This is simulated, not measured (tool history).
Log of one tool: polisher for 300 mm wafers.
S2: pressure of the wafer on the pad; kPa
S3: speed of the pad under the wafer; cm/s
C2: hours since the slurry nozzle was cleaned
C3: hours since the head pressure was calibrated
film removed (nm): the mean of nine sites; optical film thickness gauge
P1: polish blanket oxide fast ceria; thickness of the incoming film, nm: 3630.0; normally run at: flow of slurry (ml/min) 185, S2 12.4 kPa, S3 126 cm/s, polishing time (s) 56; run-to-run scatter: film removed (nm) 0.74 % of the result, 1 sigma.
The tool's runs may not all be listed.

Run 1, hour 4.3: flow of slurry (ml/min) 185, S2 12.4 kPa, S3 126 cm/s, polishing time (s) 56; wafers polished on this pad 276; C2 552.1; C3 160. Result: film removed (nm) 859.74.
Run 2, hour 12.4: flow of slurry (ml/min) 185, S2 5.5 kPa, S3 126 cm/s, polishing time (s) 56; wafers polished on this pad 388; C2 560.2; C3 168.1. Result: film removed (nm) 379.7.
Run 3, hour 16.9: flow of slurry (ml/min) 185, S2 12.4 kPa, S3 126 cm/s, polishing time (s) 28; wafers polished on this pad 450; C2 564.7; C3 172.6. Result: film removed (nm) 426.23.
Run 4, hour 23.9: flow of slurry (ml/min) 185, S2 12.4 kPa, S3 198 cm/s, polishing time (s) 56; wafers polished on this pad 547; C2 571.7; C3 179.6. Result: film removed (nm) 1351.1.
Run 5, hour 30.2: flow of slurry (ml/min) 185, S2 12.4 kPa, S3 126 cm/s, polishing time (s) 56; wafers polished on this pad 634; C2 578; C3 185.9. Result: film removed (nm) 850.11.
Run 6, hour 37.6: flow of slurry (ml/min) 185, S2 12.4 kPa, S3 126 cm/s, polishing time (s) 56; wafers polished on this pad 736; C2 585.4; C3 193.3. Result: film removed (nm) 849.61.
Run 7, hour 43.3: flow of slurry (ml/min) 185, S2 17.2 kPa, S3 126 cm/s, polishing time (s) 76; wafers polished on this pad 815; C2 591.1; C3 199. Result: film removed (nm) 1616.6.
Run 8, hour 49.7: flow of slurry (ml/min) 185, S2 9 kPa, S3 170 cm/s, polishing time (s) 56; wafers polished on this pad 904; C2 597.5; C3 205.4. Result: film removed (nm) 833.3.
Run 9, hour 55.6: flow of slurry (ml/min) 185, S2 12.4 kPa, S3 126 cm/s, polishing time (s) 56; wafers polished on this pad 985; C2 603.4; C3 211.3. Result: film removed (nm) 862.11.
Run 10, hour 63.7: flow of slurry (ml/min) 185, S2 12.4 kPa, S3 126 cm/s, polishing time (s) 56; wafers polished on this pad 1097; C2 611.5; C3 219.4. Result: film removed (nm) 851.53.
Run 11, hour 72: flow of slurry (ml/min) 185, S2 12.4 kPa, S3 126 cm/s, polishing time (s) 73; wafers polished on this pad 1212; C2 619.8; C3 227.7. Result: film removed (nm) 1107.1.
Run 12, hour 76: flow of slurry (ml/min) 185, S2 12.4 kPa, S3 68 cm/s, polishing time (s) 56; wafers polished on this pad 1267; C2 623.8; C3 231.7. Result: film removed (nm) 466.34.
Run 13, hour 80.4: flow of slurry (ml/min) 290, S2 12.4 kPa, S3 126 cm/s, polishing time (s) 56; wafers polished on this pad 1328; C2 628.2; C3 236.1. Result: film removed (nm) 910.65.
Run 14, hour 84.7: flow of slurry (ml/min) 110, S2 12.4 kPa, S3 126 cm/s, polishing time (s) 56; wafers polished on this pad 1387; C2 632.5; C3 240.4. Result: film removed (nm) 772.04.
Run 15, hour 89.1: flow of slurry (ml/min) 185, S2 18.6 kPa, S3 126 cm/s, polishing time (s) 56; wafers polished on this pad 1448; C2 636.9; C3 244.8. Result: film removed (nm) 1270.8.
Run 16, hour 96.5: flow of slurry (ml/min) 185, S2 12.4 kPa, S3 126 cm/s, polishing time (s) 56; wafers polished on this pad 1550; C2 644.3; C3 252.2. Result: film removed (nm) 860.51.
Run 17, hour 104.5: flow of slurry (ml/min) 185, S2 12.4 kPa, S3 126 cm/s, polishing time (s) 56; wafers polished on this pad 1661; C2 652.3; C3 260.2. Result: film removed (nm) 828.26.

Forecast run 18:
Run 18, hour 112.7: flow of slurry (ml/min) 185, S2 12.4 kPa, S3 126 cm/s, polishing time (s) 56; wafers polished on this pad 1774; C2 660.5; C3 268.4. Result: film removed (nm) ?.

Run 18 gave film removed (nm) 809.68.
